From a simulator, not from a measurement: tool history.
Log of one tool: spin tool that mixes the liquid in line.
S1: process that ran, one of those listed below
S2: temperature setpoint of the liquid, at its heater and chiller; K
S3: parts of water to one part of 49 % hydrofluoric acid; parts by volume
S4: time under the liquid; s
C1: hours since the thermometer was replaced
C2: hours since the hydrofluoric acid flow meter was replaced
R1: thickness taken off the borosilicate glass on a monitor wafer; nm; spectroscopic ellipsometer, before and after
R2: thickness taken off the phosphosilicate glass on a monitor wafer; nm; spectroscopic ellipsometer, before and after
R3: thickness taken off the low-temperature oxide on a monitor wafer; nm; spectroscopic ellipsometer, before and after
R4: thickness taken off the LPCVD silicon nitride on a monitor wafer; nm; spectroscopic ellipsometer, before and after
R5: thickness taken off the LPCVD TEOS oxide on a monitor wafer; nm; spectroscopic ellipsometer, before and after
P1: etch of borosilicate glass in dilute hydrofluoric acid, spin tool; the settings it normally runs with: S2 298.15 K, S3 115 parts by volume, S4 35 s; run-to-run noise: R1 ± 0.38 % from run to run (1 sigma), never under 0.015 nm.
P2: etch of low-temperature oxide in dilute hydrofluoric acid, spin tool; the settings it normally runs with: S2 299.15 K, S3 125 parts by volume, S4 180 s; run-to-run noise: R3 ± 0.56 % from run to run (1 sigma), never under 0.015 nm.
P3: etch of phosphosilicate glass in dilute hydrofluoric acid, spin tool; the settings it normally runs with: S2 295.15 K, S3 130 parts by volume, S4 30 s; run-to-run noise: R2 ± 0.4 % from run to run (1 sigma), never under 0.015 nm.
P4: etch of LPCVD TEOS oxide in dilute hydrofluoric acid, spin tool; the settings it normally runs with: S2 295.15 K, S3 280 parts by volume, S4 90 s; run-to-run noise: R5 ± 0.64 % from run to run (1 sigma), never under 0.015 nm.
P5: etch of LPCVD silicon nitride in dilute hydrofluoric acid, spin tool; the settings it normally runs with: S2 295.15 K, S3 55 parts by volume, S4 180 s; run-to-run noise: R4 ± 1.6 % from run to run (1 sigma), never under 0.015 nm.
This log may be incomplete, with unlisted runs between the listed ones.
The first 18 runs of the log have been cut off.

run,hour,S1,S2,S3,S4,C1,C2,R1,R2,R3,R4,R5
19,187.3,P1,298.15,115,65,106.8,602.8,22.431,,,,
20,198.2,P5,303.65,55,180,117.7,613.7,,,,2.6898,
21,208.4,P1,298.15,115,35,127.9,623.9,12.033,,,,
22,219.3,P5,295.15,55,180,138.8,634.8,,,,1.5063,
# hour 225.1: hydrofluoric acid flow meter replaced
23,232.8,P2,299.15,125,180,152.3,7.8,,,27.722,,
24,246.5,P4,295.15,280,90,166,21.5,,,,,4.8177
25,255.4,P5,295.15,55,180,174.9,30.4,,,,1.5148,
26,265.8,P3,295.15,130,30,185.3,40.8,,41.453,,,
27,273.8,P3,295.15,130,55,193.3,48.8,,75.508,,,
28,286.4,P3,295.15,60,30,205.9,61.4,,96.607,,,
29,296.3,P1,293.15,115,35,215.8,71.3,9.9967,,,,

Run 30 has not been measured yet. What should we expect?
30,307,P1,298.15,115,35,226.5,82,?,,,,

{"run 30": {"R1": 12.161}}
